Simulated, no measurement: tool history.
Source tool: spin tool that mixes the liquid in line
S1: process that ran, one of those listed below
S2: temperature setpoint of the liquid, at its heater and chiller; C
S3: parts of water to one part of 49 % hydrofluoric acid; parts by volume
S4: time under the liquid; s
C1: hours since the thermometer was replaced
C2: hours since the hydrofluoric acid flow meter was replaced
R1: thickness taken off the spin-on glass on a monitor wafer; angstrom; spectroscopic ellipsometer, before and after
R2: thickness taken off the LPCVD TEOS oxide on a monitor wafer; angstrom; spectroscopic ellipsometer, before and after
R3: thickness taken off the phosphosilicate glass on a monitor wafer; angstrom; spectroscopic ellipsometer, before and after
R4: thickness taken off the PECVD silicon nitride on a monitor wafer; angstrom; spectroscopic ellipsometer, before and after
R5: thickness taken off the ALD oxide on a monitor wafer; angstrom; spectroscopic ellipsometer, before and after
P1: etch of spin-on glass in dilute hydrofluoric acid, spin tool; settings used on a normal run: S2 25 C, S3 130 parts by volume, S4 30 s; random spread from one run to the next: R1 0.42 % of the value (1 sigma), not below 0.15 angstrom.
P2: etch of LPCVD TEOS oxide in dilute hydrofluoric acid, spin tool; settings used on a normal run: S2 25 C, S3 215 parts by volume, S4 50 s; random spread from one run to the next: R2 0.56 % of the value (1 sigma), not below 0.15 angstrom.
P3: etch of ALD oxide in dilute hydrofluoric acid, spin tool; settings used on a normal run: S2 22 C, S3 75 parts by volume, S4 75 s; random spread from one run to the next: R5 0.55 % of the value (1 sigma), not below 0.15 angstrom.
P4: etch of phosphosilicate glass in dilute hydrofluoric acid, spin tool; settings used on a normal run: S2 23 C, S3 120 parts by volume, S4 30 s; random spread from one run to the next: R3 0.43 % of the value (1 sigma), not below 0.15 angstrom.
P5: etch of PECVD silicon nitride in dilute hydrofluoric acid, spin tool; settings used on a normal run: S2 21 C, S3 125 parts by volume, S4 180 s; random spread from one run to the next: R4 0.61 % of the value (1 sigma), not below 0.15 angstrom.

run    day  S1    S2   S3   S4     C1      C2      R1      R2      R3      R4      R5
  1  0.321  P1    25  130   30  502.4   863.1  50.377
  2  0.575  P2    25  215   50  508.5   869.2          92.762
  3  0.788  P1    25  130   30  513.6   874.3  50.728
  4  1.092  P1    25  130   15  520.9   881.6  25.582
  5  1.279  P4    23  120   30  525.4   886.1                   405.3
  6  1.608  P2    25  215   20  533.3     894          37.333
  7  1.867  P5    21  125  180  539.5   900.2                          37.715
  8  2.046  P5    17  125  180  543.8   904.5                          29.093
  9  2.312  P3    22   75  150  550.2   910.9                                   623.1
 10  2.604  P1    33   45   30  557.2   917.9  223.68
 11  2.879  P1    25  130   30  563.8   924.5  50.946
 12  3.117  P4    23  220   30  569.5   930.2                  197.55
 13    3.4  P4    23  120   15  576.3     937                  203.34
 14  3.571  P2  29.5  215   50  580.4   941.1          108.96
 15  3.775  P5    21  170  180  585.3     946                          27.989
 16  4.042  P1    25  205   30  591.7   952.4  29.612
 17  4.221  P2    25  215   50    596   956.7          92.066
 18  4.454  P1    25  130   60  601.6   962.3  101.92
 19  4.721  P4    31  120   30    608   968.7                  545.88
 20  4.992  P1    25  130   30  614.5   975.2  50.998
 21  5.167  P1    25   40   30  618.7   979.4  183.84
 22  5.333  P1  29.5  130   30  622.7   983.4   60.01
 23  5.667  P5    21  125   20  630.7   991.4                          4.1528
 24  5.992  P1    25  130   30  638.5   999.2  50.669
 25  6.317  P3    22   75   75  646.3    1007                                  307.83
 26  6.512  P3  28.5   75   75    651  1011.7                                  400.54
 27  6.683  P3    22   35   75  655.1  1015.8                                  694.31
 28  7.046  P2    25  295   50  663.8  1024.5          62.171
 29    7.4  P1    19  130   30  672.3    1033  40.232
 30  7.604  P1    25  130   30  677.2  1037.9  51.208
 31  7.842  P1    25  130   30  682.9  1043.6  49.159
 32  8.058  P1    25  130   30  688.1  1048.8  48.242
 33  8.358  P1    25  130   30  695.3    1056  47.463
 34  8.575  P1    25  130   30  700.5  1061.2  47.034
 35  8.867  P1    25  130   30  707.5  1068.2  47.242
 36  9.204  P1    25  130   30  715.6  1076.3  46.961
 37  9.396  P1    25  130   30  720.2  1080.9  46.455
 38  9.575  P1    25  130   30  724.5  1085.2  46.585
 39  9.758  P1    25  130   30  728.9  1089.6  46.694

Forecast run 40:
 40  10.042  P1  25  130  30  735.7  1096.4   ?

R1: 46.462 angstrom
